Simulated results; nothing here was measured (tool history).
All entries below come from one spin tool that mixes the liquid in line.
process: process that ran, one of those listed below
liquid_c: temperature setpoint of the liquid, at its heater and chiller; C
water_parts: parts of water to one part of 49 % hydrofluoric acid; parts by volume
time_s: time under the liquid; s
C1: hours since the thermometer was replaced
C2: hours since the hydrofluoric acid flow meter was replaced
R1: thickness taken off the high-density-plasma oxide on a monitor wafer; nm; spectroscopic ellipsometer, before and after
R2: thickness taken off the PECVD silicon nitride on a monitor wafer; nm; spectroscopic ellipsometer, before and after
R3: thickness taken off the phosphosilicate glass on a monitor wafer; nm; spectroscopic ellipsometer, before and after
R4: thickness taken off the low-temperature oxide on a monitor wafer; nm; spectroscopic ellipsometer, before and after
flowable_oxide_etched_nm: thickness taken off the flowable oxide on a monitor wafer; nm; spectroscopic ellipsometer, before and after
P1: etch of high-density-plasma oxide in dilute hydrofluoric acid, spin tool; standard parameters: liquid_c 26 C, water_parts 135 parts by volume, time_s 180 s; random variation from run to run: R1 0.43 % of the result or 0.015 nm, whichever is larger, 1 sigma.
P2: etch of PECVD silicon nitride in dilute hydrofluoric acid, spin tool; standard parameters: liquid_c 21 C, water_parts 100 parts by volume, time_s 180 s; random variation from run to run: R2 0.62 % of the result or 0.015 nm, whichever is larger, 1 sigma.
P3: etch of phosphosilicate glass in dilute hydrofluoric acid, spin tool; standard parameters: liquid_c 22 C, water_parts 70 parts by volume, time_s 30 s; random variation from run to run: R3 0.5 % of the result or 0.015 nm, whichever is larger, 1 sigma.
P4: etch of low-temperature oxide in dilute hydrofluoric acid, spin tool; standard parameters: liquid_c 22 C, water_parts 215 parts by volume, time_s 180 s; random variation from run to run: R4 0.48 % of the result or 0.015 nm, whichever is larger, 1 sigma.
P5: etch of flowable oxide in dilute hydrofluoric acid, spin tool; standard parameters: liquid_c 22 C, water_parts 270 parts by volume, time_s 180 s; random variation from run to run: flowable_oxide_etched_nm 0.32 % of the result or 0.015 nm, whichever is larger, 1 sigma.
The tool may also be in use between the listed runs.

Run 1, day 0.554: process P1, liquid_c 26 C, water_parts 135 parts by volume, time_s 180 s; C1 1522.4; C2 173.8. Result: R1 6.9201 nm.
Run 2, day 0.979: process P2, liquid_c 21 C, water_parts 100 parts by volume, time_s 180 s; C1 1532.6; C2 184. Result: R2 3.2022 nm.
Run 3, day 1.704: process P1, liquid_c 30 C, water_parts 135 parts by volume, time_s 80 s; C1 1550; C2 201.4. Result: R1 3.5571 nm.
Run 4, day 2.192: process P1, liquid_c 26 C, water_parts 135 parts by volume, time_s 180 s; C1 1561.7; C2 213.1. Result: R1 6.9197 nm.
Run 5, day 2.875: process P1, liquid_c 20 C, water_parts 135 parts by volume, time_s 180 s; C1 1578.1; C2 229.5. Result: R1 5.4802 nm.
Run 6, day 3.329: process P1, liquid_c 26 C, water_parts 210 parts by volume, time_s 180 s; C1 1589; C2 240.4. Result: R1 4.0625 nm.
Run 7, day 3.692: process P3, liquid_c 22 C, water_parts 70 parts by volume, time_s 30 s; C1 1597.7; C2 249.1. Result: R3 43.305 nm.
Run 8, day 4.279: process P3, liquid_c 17 C, water_parts 70 parts by volume, time_s 30 s; C1 1611.8; C2 263.2. Result: R3 35.096 nm.
Run 9, day 4.742: process P3, liquid_c 22 C, water_parts 70 parts by volume, time_s 15 s; C1 1622.9; C2 274.3. Result: R3 21.556 nm.
Run 10, day 5.292: process P1, liquid_c 26 C, water_parts 135 parts by volume, time_s 180 s; C1 1636.1; C2 287.5. Result: R1 6.9447 nm.
Run 11, day 5.758: process P4, liquid_c 22 C, water_parts 215 parts by volume, time_s 180 s; C1 1647.3; C2 298.7. Result: R4 8.9013 nm.
Run 12, day 6.517: process P2, liquid_c 21 C, water_parts 155 parts by volume, time_s 180 s; C1 1665.5; C2 316.9. Result: R2 2.0811 nm.
Run 13, day 6.908: process P1, liquid_c 26 C, water_parts 135 parts by volume, time_s 280 s; C1 1674.9; C2 326.3. Result: R1 10.769 nm.
Run 14, day 7.571: process P1, liquid_c 26 C, water_parts 135 parts by volume, time_s 80 s; C1 1690.8; C2 342.2. Result: R1 3.0788 nm.
Run 15, day 8.046: process P5, liquid_c 22 C, water_parts 110 parts by volume, time_s 180 s; C1 1702.2; C2 353.6. Result: flowable_oxide_etched_nm 54.839 nm.
Run 16, day 8.725: process P5, liquid_c 22 C, water_parts 270 parts by volume, time_s 330 s; C1 1718.5; C2 369.9. Result: flowable_oxide_etched_nm 34.353 nm.
Run 17, day 9.246: process P4, liquid_c 22 C, water_parts 215 parts by volume, time_s 180 s; C1 1731; C2 382.4. Result: R4 8.9231 nm.
Run 18, day 9.904: process P1, liquid_c 33.5 C, water_parts 60 parts by volume, time_s 180 s; C1 1746.8; C2 398.2. Result: R1 23.023 nm.
Run 19, day 10.65: process P3, liquid_c 22 C, water_parts 70 parts by volume, time_s 30 s; C1 1764.7; C2 416.1. Result: R3 43.465 nm.
Run 20, day 11: process P4, liquid_c 26 C, water_parts 215 parts by volume, time_s 180 s; C1 1773.1; C2 424.5. Result: R4 10.249 nm.
Run 21, day 11.379: process P2, liquid_c 21 C, water_parts 100 parts by volume, time_s 90 s; C1 1782.2; C2 433.6. Result: R2 1.6029 nm.
Run 22, day 11.975: process P4, liquid_c 22 C, water_parts 55 parts by volume, time_s 180 s; C1 1796.5; C2 447.9. Result: R4 41.72 nm.
Run 23, day 12.362: process P5, liquid_c 22 C, water_parts 270 parts by volume, time_s 180 s; C1 1805.8; C2 457.2. Result: flowable_oxide_etched_nm 18.896 nm.
Run 24, day 12.708: process P5, liquid_c 17 C, water_parts 270 parts by volume, time_s 180 s; C1 1814.1; C2 465.5. Result: flowable_oxide_etched_nm 15.655 nm.
Run 25, day 13.362: process P1, liquid_c 34 C, water_parts 135 parts by volume, time_s 180 s; C1 1829.8; C2 481.2. Result: R1 9.2911 nm.
Run 26, day 13.892: process P2, liquid_c 21 C, water_parts 100 parts by volume, time_s 180 s; C1 1842.5; C2 493.9. Result: R2 3.223 nm.
Run 27, day 14.433: process P4, liquid_c 22 C, water_parts 215 parts by volume, time_s 345 s; C1 1855.5; C2 506.9. Result: R4 17.042 nm.
Run 28, day 14.862: process P1, liquid_c 26 C, water_parts 135 parts by volume, time_s 180 s; C1 1865.8; C2 517.2. Result: R1 6.956 nm.
Run 29, day 15.333: process P2, liquid_c 17 C, water_parts 100 parts by volume, time_s 180 s; C1 1877.1; C2 528.5. Result: R2 2.4274 nm.
Run 30, day 15.862: process P1, liquid_c 26 C, water_parts 40 parts by volume, time_s 180 s; C1 1889.8; C2 541.2. Result: R1 26.522 nm.
Run 31, day 16.588: process P3, liquid_c 22 C, water_parts 115 parts by volume, time_s 30 s; C1 1907.2; C2 558.6. Result: R3 24.953 nm.
Run 32, day 17.312: process P1, liquid_c 26 C, water_parts 135 parts by volume, time_s 180 s; C1 1924.6; C2 576. Result: R1 6.9567 nm.
Run 33, day 18.058: process P1, liquid_c 26 C, water_parts 135 parts by volume, time_s 180 s; C1 1942.5; C2 593.9. Result: R1 6.6569 nm.

Expected results for the next run?
Run 34, day 18.675: process P1, liquid_c 26 C, water_parts 135 parts by volume, time_s 180 s; C1 1957.3; C2 608.7. Result: R1 ?.

{"run 34": {"R1": 6.5216}}

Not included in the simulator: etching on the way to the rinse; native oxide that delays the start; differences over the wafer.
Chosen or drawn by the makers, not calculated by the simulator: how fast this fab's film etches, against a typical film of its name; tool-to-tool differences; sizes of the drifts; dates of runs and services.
